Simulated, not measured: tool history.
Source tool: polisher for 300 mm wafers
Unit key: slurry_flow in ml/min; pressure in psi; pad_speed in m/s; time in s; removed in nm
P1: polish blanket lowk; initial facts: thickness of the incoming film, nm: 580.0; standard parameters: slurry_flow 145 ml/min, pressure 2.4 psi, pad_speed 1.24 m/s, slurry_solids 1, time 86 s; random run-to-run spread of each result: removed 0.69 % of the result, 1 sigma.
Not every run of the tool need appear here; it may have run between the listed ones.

run,hour,slurry_flow,pressure,pad_speed,slurry_solids,time,wafers polished on this pad,hours since the slurry nozzle was cleaned,hours since the head pressure was calibrated,hours since the slurry blender was calibrated,hours since the conditioning disc was replaced,removed
1,10.3,145,2.4,1.24,1,86,508,375.4,444,76,70.8,47.994
2,23,145,2.4,1.24,1,86,640,388.1,456.7,88.7,83.5,48.176
3,39,85,2.4,1.24,1,86,806,404.1,472.7,104.7,99.5,42.556
4,51.5,145,2.4,1.94,1,86,936,416.6,485.2,117.2,112,69.084
5,68.1,145,2.4,1.24,1,135,1108,433.2,501.8,133.8,128.6,75.664
6,81.2,230,2.4,1.24,1,86,1244,446.3,514.9,146.9,141.7,51.462
7,94,145,2.4,1.24,0.55,86,1377,459.1,527.7,159.7,154.5,35.316
8,103.7,145,2.4,0.9,1,86,1477,468.8,537.4,169.4,164.2,37.371
9,111.7,145,1.2,1.24,1,86,1560,476.8,545.4,177.4,172.2,24.45
10,121.6,145,2.4,1.24,1,53,1663,486.7,555.3,187.3,182.1,29.663
11,139.7,145,3.7,1.24,1,86,1851,504.8,573.4,205.4,200.2,74.841
12,152.5,100,2.4,1.82,1,86,1984,517.6,586.2,218.2,213,60.904
13,167.2,145,2.4,1.24,1.35,86,2136,532.3,600.9,232.9,227.7,54.664
14,180.1,145,2.4,1.24,1,86,2270,545.2,613.8,245.8,240.6,48.546

Estimate the outcome of run 15 from the log above:
15,197.2,145,2.4,1.24,1,86,2448,562.3,630.9,262.9,257.7,?

{"run 15": {"removed": 47.746}}
